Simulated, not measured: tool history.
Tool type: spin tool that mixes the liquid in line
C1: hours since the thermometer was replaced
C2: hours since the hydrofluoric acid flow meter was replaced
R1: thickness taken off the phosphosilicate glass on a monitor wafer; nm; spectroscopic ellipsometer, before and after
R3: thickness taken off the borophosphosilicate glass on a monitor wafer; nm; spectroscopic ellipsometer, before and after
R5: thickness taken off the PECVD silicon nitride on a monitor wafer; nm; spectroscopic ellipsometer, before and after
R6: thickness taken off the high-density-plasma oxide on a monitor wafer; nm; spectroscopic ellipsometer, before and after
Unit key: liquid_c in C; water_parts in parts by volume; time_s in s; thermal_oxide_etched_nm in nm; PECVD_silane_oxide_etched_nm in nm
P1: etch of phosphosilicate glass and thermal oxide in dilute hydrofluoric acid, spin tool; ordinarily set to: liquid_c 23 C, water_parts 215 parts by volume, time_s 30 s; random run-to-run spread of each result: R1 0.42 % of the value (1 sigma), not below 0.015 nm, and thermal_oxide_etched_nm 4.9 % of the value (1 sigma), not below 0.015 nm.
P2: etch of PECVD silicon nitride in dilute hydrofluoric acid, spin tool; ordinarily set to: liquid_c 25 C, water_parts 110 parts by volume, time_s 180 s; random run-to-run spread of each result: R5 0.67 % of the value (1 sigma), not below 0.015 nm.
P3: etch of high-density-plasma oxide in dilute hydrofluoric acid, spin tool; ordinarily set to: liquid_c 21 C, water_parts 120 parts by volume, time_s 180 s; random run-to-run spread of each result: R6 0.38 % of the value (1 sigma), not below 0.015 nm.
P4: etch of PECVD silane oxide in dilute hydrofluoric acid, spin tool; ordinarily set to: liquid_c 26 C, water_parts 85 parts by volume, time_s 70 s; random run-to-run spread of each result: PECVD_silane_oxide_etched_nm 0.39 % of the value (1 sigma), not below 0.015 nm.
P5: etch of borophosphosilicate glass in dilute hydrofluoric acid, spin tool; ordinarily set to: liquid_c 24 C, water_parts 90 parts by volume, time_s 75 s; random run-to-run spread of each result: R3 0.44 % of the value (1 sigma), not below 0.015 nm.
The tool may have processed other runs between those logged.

{"run": 1, "hour": 7.5, "process": "P1", "liquid_c": 23, "water_parts": 215, "time_s": 30, "C1": 397.7, "C2": 1254.9, "R1": 11.302, "thermal_oxide_etched_nm": 0.58827}
{"run": 2, "hour": 16.6, "process": "P1", "liquid_c": 17, "water_parts": 215, "time_s": 60, "C1": 406.8, "C2": 1264, "R1": 17.709, "thermal_oxide_etched_nm": 0.92583}
{"run": 3, "hour": 28.8, "process": "P5", "liquid_c": 24, "water_parts": 90, "time_s": 40, "C1": 419, "C2": 1276.2, "R3": 18.197}
{"run": 4, "hour": 41.8, "process": "P4", "liquid_c": 26, "water_parts": 85, "time_s": 120, "C1": 432, "C2": 1289.2, "PECVD_silane_oxide_etched_nm": 29.2}
{"run": 5, "hour": 54.3, "process": "P2", "liquid_c": 25, "water_parts": 110, "time_s": 180, "C1": 444.5, "C2": 1301.7, "R5": 3.7128}
{"run": 6, "hour": 66.2, "process": "P1", "liquid_c": 31.5, "water_parts": 215, "time_s": 30, "C1": 456.4, "C2": 1313.6, "R1": 15.118, "thermal_oxide_etched_nm": 0.81624}
{"run": 7, "hour": 72.3, "process": "P4", "liquid_c": 26, "water_parts": 85, "time_s": 70, "C1": 462.5, "C2": 1319.7, "PECVD_silane_oxide_etched_nm": 17.011}
{"run": 8, "hour": 85.7, "process": "P1", "liquid_c": 23, "water_parts": 70, "time_s": 30, "C1": 475.9, "C2": 1333.1, "R1": 40.592, "thermal_oxide_etched_nm": 2.0281}
{"run": 9, "hour": 97.3, "process": "P4", "liquid_c": 26, "water_parts": 85, "time_s": 70, "C1": 487.5, "C2": 1344.7, "PECVD_silane_oxide_etched_nm": 17.029}
{"run": 10, "hour": 110.7, "process": "P1", "liquid_c": 23, "water_parts": 390, "time_s": 30, "C1": 500.9, "C2": 1358.1, "R1": 5.1987, "thermal_oxide_etched_nm": 0.27451}
{"run": 11, "hour": 119.6, "process": "P3", "liquid_c": 21, "water_parts": 120, "time_s": 180, "C1": 509.8, "C2": 1367, "R6": 7.6525}
{"run": 12, "hour": 129.7, "process": "P5", "liquid_c": 24, "water_parts": 90, "time_s": 75, "C1": 519.9, "C2": 1377.1, "R3": 34.166}
{"run": 13, "hour": 143.1, "process": "P1", "liquid_c": 23, "water_parts": 215, "time_s": 30, "C1": 533.3, "C2": 1390.5, "R1": 11.208, "thermal_oxide_etched_nm": 0.55534}
{"run": 14, "hour": 154.3, "process": "P3", "liquid_c": 17, "water_parts": 120, "time_s": 180, "C1": 544.5, "C2": 1401.7, "R6": 6.538}
{"run": 15, "hour": 167.3, "process": "P2", "liquid_c": 25, "water_parts": 155, "time_s": 180, "C1": 557.5, "C2": 1414.7, "R5": 2.6407}
{"run": 16, "hour": 180.2, "process": "P1", "liquid_c": 23, "water_parts": 215, "time_s": 30, "C1": 570.4, "C2": 1427.6, "R1": 11.167, "thermal_oxide_etched_nm": 0.53341}
{"run": 17, "hour": 191.7, "process": "P4", "liquid_c": 26, "water_parts": 115, "time_s": 70, "C1": 581.9, "C2": 1439.1, "PECVD_silane_oxide_etched_nm": 12.119}
{"run": 18, "hour": 198.0, "process": "P1", "liquid_c": 23, "water_parts": 215, "time_s": 60, "C1": 588.2, "C2": 1445.4, "R1": 22.418, "thermal_oxide_etched_nm": 1.0905}
{"run": 19, "hour": 203.8, "process": "P1", "liquid_c": 23, "water_parts": 215, "time_s": 15, "C1": 594, "C2": 1451.2, "R1": 5.5951, "thermal_oxide_etched_nm": 0.29214}
{"run": 20, "hour": 210.2, "process": "P5", "liquid_c": 24, "water_parts": 90, "time_s": 75, "C1": 600.4, "C2": 1457.6, "R3": 34.275}
{"run": 21, "hour": 220.4, "process": "P3", "liquid_c": 21, "water_parts": 185, "time_s": 180, "C1": 610.6, "C2": 1467.8, "R6": 4.6481}
{"run": 22, "hour": 229.7, "process": "P3", "liquid_c": 21, "water_parts": 120, "time_s": 95, "C1": 619.9, "C2": 1477.1, "R6": 4.0472}
{"run": 23, "hour": 242.9, "process": "P1", "liquid_c": 23, "water_parts": 215, "time_s": 30, "C1": 633.1, "C2": 1490.3, "R1": 11.146, "thermal_oxide_etched_nm": 0.57276}
{"run": 24, "hour": 251.3, "process": "P1", "liquid_c": 23, "water_parts": 215, "time_s": 30, "C1": 641.5, "C2": 1498.7, "R1": 11.194, "thermal_oxide_etched_nm": 0.56031}
{"run": 25, "hour": 261.1, "process": "P2", "liquid_c": 18.5, "water_parts": 110, "time_s": 180, "C1": 651.3, "C2": 1508.5, "R5": 2.3731}
{"run": 26, "hour": 270.8, "process": "P1", "liquid_c": 17, "water_parts": 215, "time_s": 30, "C1": 661, "C2": 1518.2, "R1": 8.8946, "thermal_oxide_etched_nm": 0.45549}
{"run": 27, "hour": 280.2, "process": "P5", "liquid_c": 24, "water_parts": 50, "time_s": 75, "C1": 670.4, "C2": 1527.6, "R3": 64.629}
{"run": 28, "hour": 287.5, "process": "P2", "liquid_c": 25, "water_parts": 110, "time_s": 355, "C1": 677.7, "C2": 1534.9, "R5": 7.346}
{"run": 29, "hour": 294.2, "process": "P4", "liquid_c": 31, "water_parts": 85, "time_s": 70, "C1": 684.4, "C2": 1541.6, "PECVD_silane_oxide_etched_nm": 20.559}
{"run": 30, "hour": 305.9, "process": "P5", "liquid_c": 30, "water_parts": 90, "time_s": 75, "C1": 696.1, "C2": 1553.3, "R3": 43.253}
{"run": 31, "hour": 317.7, "process": "P1", "liquid_c": 23, "water_parts": 215, "time_s": 30, "C1": 707.9, "C2": 1565.1, "R1": 11.211, "thermal_oxide_etched_nm": 0.54907}
{"run": 32, "hour": 329.8, "process": "P2", "liquid_c": 25, "water_parts": 110, "time_s": 180, "C1": 720, "C2": 1577.2, "R5": 3.6541}
{"run": 33, "hour": 341.9, "process": "P1", "liquid_c": 23, "water_parts": 215, "time_s": 30, "C1": 732.1, "C2": 1589.3, "R1": 11.157, "thermal_oxide_etched_nm": 0.5703}
{"run": 34, "hour": 349.7, "process": "P1", "liquid_c": 23, "water_parts": 215, "time_s": 30, "C1": 739.9, "C2": 1597.1, "R1": 11.02, "thermal_oxide_etched_nm": 0.52644}
{"run": 35, "hour": 363.1, "process": "P1", "liquid_c": 23, "water_parts": 215, "time_s": 30, "C1": 753.3, "C2": 1610.5, "R1": 10.78, "thermal_oxide_etched_nm": 0.54022}
{"run": 36, "hour": 370.7, "process": "P1", "liquid_c": 23, "water_parts": 215, "time_s": 30, "C1": 760.9, "C2": 1618.1, "R1": 10.654, "thermal_oxide_etched_nm": 0.53266}
{"run": 37, "hour": 383.5, "process": "P1", "liquid_c": 23, "water_parts": 215, "time_s": 30, "C1": 773.7, "C2": 1630.9, "R1": 10.698, "thermal_oxide_etched_nm": 0.478}
{"run": 38, "hour": 395.8, "process": "P1", "liquid_c": 23, "water_parts": 215, "time_s": 30, "C1": 786, "C2": 1643.2, "R1": 10.623, "thermal_oxide_etched_nm": 0.52664}
{"run": 39, "hour": 402.9, "process": "P1", "liquid_c": 23, "water_parts": 215, "time_s": 30, "C1": 793.1, "C2": 1650.3, "R1": 10.511, "thermal_oxide_etched_nm": 0.55887}
{"run": 40, "hour": 415.0, "process": "P1", "liquid_c": 23, "water_parts": 215, "time_s": 30, "C1": 805.2, "C2": 1662.4, "R1": 10.479, "thermal_oxide_etched_nm": 0.51234}
{"run": 41, "hour": 424.4, "process": "P1", "liquid_c": 23, "water_parts": 215, "time_s": 30, "C1": 814.6, "C2": 1671.8, "R1": 10.649, "thermal_oxide_etched_nm": 0.55456}
{"run": 42, "hour": 430.3, "process": "P1", "liquid_c": 23, "water_parts": 215, "time_s": 30, "C1": 820.5, "C2": 1677.7, "R1": 10.581, "thermal_oxide_etched_nm": 0.54774}
{"run": 43, "hour": 437.5, "process": "P1", "liquid_c": 23, "water_parts": 215, "time_s": 30, "C1": 827.7, "C2": 1684.9, "R1": 10.684, "thermal_oxide_etched_nm": 0.56462}

The output of P1 has drifted from where it used to be. Each of the 2 causes below, taken at the size shown beside it, accounts for the log equally well:
A: liquid colder than its thermometer reads (K) = 1.61
B: hydrofluoric acid flow below the setpoint (%) = 4.76
Creep in the process output first set in at about hour 341.9.

4 check runs are offered, one wafer each, their results left as question marks. Which one tells the causes apart?
{"run": "check 1", "hour": 444.7, "process": "P5", "liquid_c": 24, "water_parts": 90, "time_s": 75, "R3": "?"}
{"run": "check 2", "hour": 444.7, "process": "P3", "liquid_c": 21, "water_parts": 120, "time_s": 180, "R6": "?"}
{"run": "check 3", "hour": 444.7, "process": "P4", "liquid_c": 26, "water_parts": 85, "time_s": 70, "PECVD_silane_oxide_etched_nm": "?"}
{"run": "check 4", "hour": 444.7, "process": "P2", "liquid_c": 25, "water_parts": 110, "time_s": 180, "R5": "?"}

Check results expected under each cause:
check=check_1 result=R3 if_A=32.004 if_B=32.336
check=check_2 result=R6 if_A=7.2063 if_B=7.2768
check=check_3 result=PECVD_silane_oxide_etched_nm if_A=15.972 if_B=16.124
check=check_4 result=R5 if_A=3.3326 if_B=3.5285
Per check, the gap between the least separated pair of causes, taken in the result that splits them most: check 1 1.03 %; check 2 0.97 %; check 3 0.94 %; check 4 5.71 %
Of the check runs offered, only check 4 discriminates between the causes; the rest would read about the same regardless of which cause applies.

Here is what check 4 returned: R5 3.3723 nm. Which cause is it?

The cause is A: liquid colder than its thermometer reads (K).
